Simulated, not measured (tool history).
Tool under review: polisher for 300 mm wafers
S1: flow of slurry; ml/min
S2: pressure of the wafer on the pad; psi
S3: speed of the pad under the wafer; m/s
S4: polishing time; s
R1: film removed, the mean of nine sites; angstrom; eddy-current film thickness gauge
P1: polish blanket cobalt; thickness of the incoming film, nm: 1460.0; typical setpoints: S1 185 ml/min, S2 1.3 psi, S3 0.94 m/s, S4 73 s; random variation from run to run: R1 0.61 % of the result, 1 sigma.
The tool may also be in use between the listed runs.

run,hour,S1,S2,S3,S4,R1
1,7.3,185,1.3,0.94,73,1995.8
2,19.8,185,1.3,0.46,73,972.69
3,33.7,285,1.3,0.94,73,2086
4,42.7,185,1.3,0.94,114,3126.4
5,53.8,185,1.3,0.94,44,1196.4
6,65.3,185,1.3,0.94,73,1965.9
7,73.9,185,1.3,0.94,73,1996.3
8,83.2,185,1.3,1.42,73,3000.3
9,93,185,1.3,0.94,73,1970.3
10,104.2,185,1.3,0.94,73,1984.9
11,116.6,140,1.3,0.94,33,861.27
12,127,230,1.3,0.56,73,1212.2
13,141.1,185,0.6,0.94,73,918.22
14,150.5,185,1.9,0.94,73,2905.9
15,164.6,110,1.3,0.94,73,1825
16,175.3,185,1.3,0.94,73,1992.1
17,182.1,185,1.3,0.94,73,1945.2
18,193.7,185,1.3,0.94,73,1903.2
# hour 205.4: head pressure recalibrated
19,207.2,185,1.3,0.94,73,1902.7
20,216.2,185,1.3,0.94,73,1890.5
21,226.5,185,1.3,0.94,73,1894.4
22,236.6,185,1.3,0.94,73,1881.3
23,246,185,1.3,0.94,73,1870.9
24,259.6,185,1.3,0.94,73,1906.6

The log shows P1 creeping away from where it was. Any of the 2 causes listed here, at the size stated for it, fits the log just as well as the others:
A: removal rate lost through wear of the pad, % = 5.43
B: slurry flow missing at the pad, % = 28.5
The creep began at about hour 175.3.
All other causes, with the reason each is excluded:
head's pressure below its setpoint, %: serviced at hour 205.4, which brought nothing back

The 4 check runs listed below each average the results of 2 wafers, and their outcomes are marked with question marks. Under which run would the listed causes produce clearly different results?
check 1,273.2,185,0.8,1.32,73,?
check 2,273.2,185,1.7,0.94,73,?
check 3,273.2,110,1.3,1.42,73,?
check 4,273.2,185,1.9,0.94,73,?

What each check would give under each cause:
check,result,if A,if B
check 1,R1,1622.5,1622.4
check 2,R1,2455.3,2455
check 3,R1,2579.8,2495
check 4,R1,2744.1,2743.9
Gap, in per cent, between the two causes that each check separates least, read from the result that separates them most: check 1 0.01 %; check 2 0.01 %; check 3 3.34 %; check 4 0.01 %
Check 3 distinguishes between the causes, while the remaining checks would return nearly the same result for all of them.

Then check 3 was run and gave: R1 2579.6 angstrom. Which cause is it?

A is the cause: removal rate lost through wear of the pad, %.

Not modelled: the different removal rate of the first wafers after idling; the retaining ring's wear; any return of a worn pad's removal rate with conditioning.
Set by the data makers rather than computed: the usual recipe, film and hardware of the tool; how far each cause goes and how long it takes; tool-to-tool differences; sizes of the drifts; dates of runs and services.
